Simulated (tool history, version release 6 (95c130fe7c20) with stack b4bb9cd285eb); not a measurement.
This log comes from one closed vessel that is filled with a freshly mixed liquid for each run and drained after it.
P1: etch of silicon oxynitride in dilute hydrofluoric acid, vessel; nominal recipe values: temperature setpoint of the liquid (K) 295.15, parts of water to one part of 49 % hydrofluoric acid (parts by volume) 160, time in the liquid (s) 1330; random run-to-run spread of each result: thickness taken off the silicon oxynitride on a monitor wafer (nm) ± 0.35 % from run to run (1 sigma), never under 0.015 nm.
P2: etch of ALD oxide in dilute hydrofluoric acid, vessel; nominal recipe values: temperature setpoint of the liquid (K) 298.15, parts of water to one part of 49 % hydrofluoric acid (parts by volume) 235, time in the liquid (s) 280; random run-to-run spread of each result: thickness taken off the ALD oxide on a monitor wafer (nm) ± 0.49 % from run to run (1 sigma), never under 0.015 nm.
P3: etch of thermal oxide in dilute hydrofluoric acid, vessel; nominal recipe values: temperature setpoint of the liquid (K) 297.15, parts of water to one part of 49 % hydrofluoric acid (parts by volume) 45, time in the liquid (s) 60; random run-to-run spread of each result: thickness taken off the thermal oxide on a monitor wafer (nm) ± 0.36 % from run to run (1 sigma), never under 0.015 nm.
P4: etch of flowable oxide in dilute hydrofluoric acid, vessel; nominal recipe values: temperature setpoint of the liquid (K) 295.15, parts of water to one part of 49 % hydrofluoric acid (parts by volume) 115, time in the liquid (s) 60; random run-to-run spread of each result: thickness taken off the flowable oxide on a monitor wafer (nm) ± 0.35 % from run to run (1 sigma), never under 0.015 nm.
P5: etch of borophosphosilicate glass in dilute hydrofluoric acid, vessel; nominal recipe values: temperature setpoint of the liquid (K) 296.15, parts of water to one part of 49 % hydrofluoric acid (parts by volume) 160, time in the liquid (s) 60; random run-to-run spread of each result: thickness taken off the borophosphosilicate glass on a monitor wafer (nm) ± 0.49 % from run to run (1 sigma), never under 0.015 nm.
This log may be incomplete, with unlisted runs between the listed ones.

| run | day | process that ran | temperature setpoint of the liquid (K) | parts of water to one part of 49 % hydrofluoric acid (parts by volume) | time in the liquid (s) | thickness taken off the silicon oxynitride on a monitor wafer (nm) | thickness taken off the borophosphosilicate glass on a monitor wafer (nm) | thickness taken off the flowable oxide on a monitor wafer (nm) | thickness taken off the thermal oxide on a monitor wafer (nm) | thickness taken off the ALD oxide on a monitor wafer (nm) |
|---|---|---|---|---|---|---|---|---|---|---|
| 1 | 0.392 | P1 | 295.15 | 160 | 1330 | 10.7980 |  |  |  |  |
| 2 | 0.717 | P1 | 295.15 | 160 | 1330 | 10.7590 |  |  |  |  |
| 3 | 1.188 | P5 | 296.15 | 160 | 60 |  | 14.0100 |  |  |  |
| 4 | 1.567 | P1 | 290.15 | 160 | 1330 | 8.4910 |  |  |  |  |
| 5 | 1.883 | P1 | 295.15 | 245 | 1330 | 6.6599 |  |  |  |  |
| 6 | 2.400 | P5 | 296.15 | 160 | 60 |  | 13.9630 |  |  |  |
| 7 | 2.767 | P4 | 295.15 | 115 | 60 |  |  | 27.158 |  |  |
| 8 | 3.067 | P3 | 297.15 | 45 | 60 |  |  |  | 6.8152 |  |
| 9 | 3.404 | P1 | 290.15 | 105 | 1330 | 13.2840 |  |  |  |  |
| 10 | 3.808 | P5 | 290.15 | 160 | 60 |  | 10.9360 |  |  |  |
| 11 | 4.067 | P1 | 295.15 | 160 | 1330 | 10.7670 |  |  |  |  |
| 12 | 4.346 | P2 | 298.15 | 325 | 280 |  |  |  |  | 10.426 |
| 13 | 4.758 | P3 | 297.15 | 45 | 60 |  |  |  | 6.7980 |  |
| 14 | 5.162 | P1 | 295.15 | 160 | 1330 | 10.8280 |  |  |  |  |
| 15 | 5.421 | P3 | 303.15 | 45 | 60 |  |  |  | 8.7223 |  |
| 16 | 5.746 | P1 | 290.15 | 160 | 2150 | 13.6400 |  |  |  |  |
| 17 | 6.088 | P1 | 295.15 | 100 | 2600 | 35.0320 |  |  |  |  |
| 18 | 6.325 | P4 | 295.15 | 35 | 60 |  |  | 97.623 |  |  |
| 19 | 6.642 | P2 | 298.15 | 235 | 545 |  |  |  |  | 30.736 |
| 20 | 6.942 | P2 | 304.15 | 235 | 280 |  |  |  |  | 19.335 |
| 21 | 7.329 | P1 | 295.15 | 30 | 1330 | 63.1570 |  |  |  |  |
| 22 | 7.783 | P1 | 295.15 | 160 | 300 | 2.3973 |  |  |  |  |
| 23 | 8.146 | P1 | 301.15 | 160 | 1330 | 14.0930 |  |  |  |  |
| 24 | 8.533 | P1 | 295.15 | 160 | 1330 | 10.7300 |  |  |  |  |
| 25 | 8.833 | P1 | 295.15 | 160 | 2420 | 19.5760 |  |  |  |  |
| 26 | 9.150 | P1 | 295.15 | 160 | 1330 | 10.7950 |  |  |  |  |
| 27 | 9.433 | P2 | 298.15 | 235 | 280 |  |  |  |  | 15.829 |
| 28 | 9.692 | P4 | 295.15 | 115 | 60 |  |  | 27.104 |  |  |
| 29 | 10.021 | P3 | 297.15 | 70 | 60 |  |  |  | 4.2449 |  |
| 30 | 10.446 | P5 | 296.15 | 40 | 60 |  | 64.3940 |  |  |  |
| 31 | 10.804 | P4 | 295.15 | 115 | 30 |  |  | 13.594 |  |  |

Expected results for the next run?
| 32 | 11.067 | P5 | 296.15 | 160 | 30 |  | ? |  |  |  |

For run 32 the tool returned thickness taken off the borophosphosilicate glass on a monitor wafer (nm) 6.9298.
